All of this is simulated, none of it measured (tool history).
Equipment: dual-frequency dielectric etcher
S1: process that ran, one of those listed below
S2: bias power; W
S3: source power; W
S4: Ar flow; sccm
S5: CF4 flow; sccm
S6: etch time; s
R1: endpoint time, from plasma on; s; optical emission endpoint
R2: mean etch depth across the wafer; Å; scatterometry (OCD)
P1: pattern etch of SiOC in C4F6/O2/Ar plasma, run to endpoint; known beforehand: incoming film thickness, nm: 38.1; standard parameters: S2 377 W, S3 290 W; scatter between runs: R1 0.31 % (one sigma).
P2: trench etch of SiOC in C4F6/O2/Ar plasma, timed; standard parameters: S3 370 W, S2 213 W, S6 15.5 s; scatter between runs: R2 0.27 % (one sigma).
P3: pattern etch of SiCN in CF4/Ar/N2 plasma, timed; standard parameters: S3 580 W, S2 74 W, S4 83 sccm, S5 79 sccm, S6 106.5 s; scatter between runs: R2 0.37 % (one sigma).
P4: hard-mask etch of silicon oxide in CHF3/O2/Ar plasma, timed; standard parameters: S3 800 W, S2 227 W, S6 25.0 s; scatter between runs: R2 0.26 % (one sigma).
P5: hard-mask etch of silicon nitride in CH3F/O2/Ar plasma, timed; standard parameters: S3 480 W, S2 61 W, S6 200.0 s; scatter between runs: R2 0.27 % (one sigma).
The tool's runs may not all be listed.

{"run": 1, "day": 0.325, "S1": "P1", "S2": 377, "S3": 290, "R1": 16.134}
{"run": 2, "day": 0.608, "S1": "P3", "S2": 74, "S3": 580, "S4": 83, "S5": 79, "S6": 106.5, "R2": 1175.2}
{"run": 3, "day": 0.888, "S1": "P1", "S2": 377, "S3": 290, "R1": 16.093}
{"run": 4, "day": 1.05, "S1": "P1", "S2": 377, "S3": 290, "R1": 16.037}
{"run": 5, "day": 1.221, "S1": "P1", "S2": 377, "S3": 400, "R1": 14.263}
{"run": 6, "day": 1.379, "S1": "P4", "S2": 227, "S3": 630, "S6": 25.0, "R2": 532.94}
{"run": 7, "day": 1.575, "S1": "P4", "S2": 227, "S3": 800, "S6": 37.0, "R2": 863.89}
{"run": 8, "day": 1.858, "S1": "P4", "S2": 227, "S3": 800, "S6": 25.0, "R2": 582.99}
{"run": 9, "day": 2.083, "S1": "P3", "S2": 74, "S3": 580, "S4": 83, "S5": 79, "S6": 144.0, "R2": 1607.6}
{"run": 10, "day": 2.362, "S1": "P3", "S2": 74, "S3": 580, "S4": 83, "S5": 79, "S6": 106.5, "R2": 1186.5}
{"run": 11, "day": 2.517, "S1": "P1", "S2": 450, "S3": 290, "R1": 15.069}
{"run": 12, "day": 2.754, "S1": "P1", "S2": 377, "S3": 290, "R1": 16.061}
{"run": 13, "day": 2.975, "S1": "P1", "S2": 287, "S3": 390, "R1": 15.886}
{"run": 14, "day": 3.271, "S1": "P3", "S2": 74, "S3": 810, "S4": 83, "S5": 79, "S6": 106.5, "R2": 1593.3}
{"run": 15, "day": 3.604, "S1": "P3", "S2": 74, "S3": 580, "S4": 55, "S5": 79, "S6": 106.5, "R2": 1247.1}
{"run": 16, "day": 3.908, "S1": "P5", "S2": 61, "S3": 480, "S6": 200.0, "R2": 1418.0}
{"run": 17, "day": 4.175, "S1": "P2", "S2": 213, "S3": 460, "S6": 15.5, "R2": 349.63}
{"day": 4.258, "done": "bias power generator calibrated"}
{"run": 18, "day": 4.383, "S1": "P4", "S2": 185, "S3": 800, "S6": 25.0, "R2": 544.85}
{"run": 19, "day": 4.721, "S1": "P2", "S2": 169, "S3": 370, "S6": 15.5, "R2": 298.69}
{"run": 20, "day": 4.942, "S1": "P2", "S2": 213, "S3": 370, "S6": 9.0, "R2": 187.16}
{"run": 21, "day": 5.15, "S1": "P4", "S2": 227, "S3": 800, "S6": 25.0, "R2": 583.1}
{"run": 22, "day": 5.3, "S1": "P1", "S2": 377, "S3": 200, "R1": 18.32}
{"run": 23, "day": 5.471, "S1": "P3", "S2": 56, "S3": 580, "S4": 83, "S5": 79, "S6": 106.5, "R2": 1082.8}
{"run": 24, "day": 5.675, "S1": "P5", "S2": 76, "S3": 480, "S6": 200.0, "R2": 1529.5}
{"run": 25, "day": 5.867, "S1": "P1", "S2": 228, "S3": 290, "R1": 19.272}
{"run": 26, "day": 6.012, "S1": "P2", "S2": 213, "S3": 370, "S6": 15.5, "R2": 320.3}

Run 27 has not been measured yet. What should we expect?
{"day": 6.188, "done": "wet clean of the chamber"}
{"run": 27, "day": 6.321, "S1": "P5", "S2": 61, "S3": 480, "S6": 200.0, "R2": "?"}

R2: 1424.60 Å
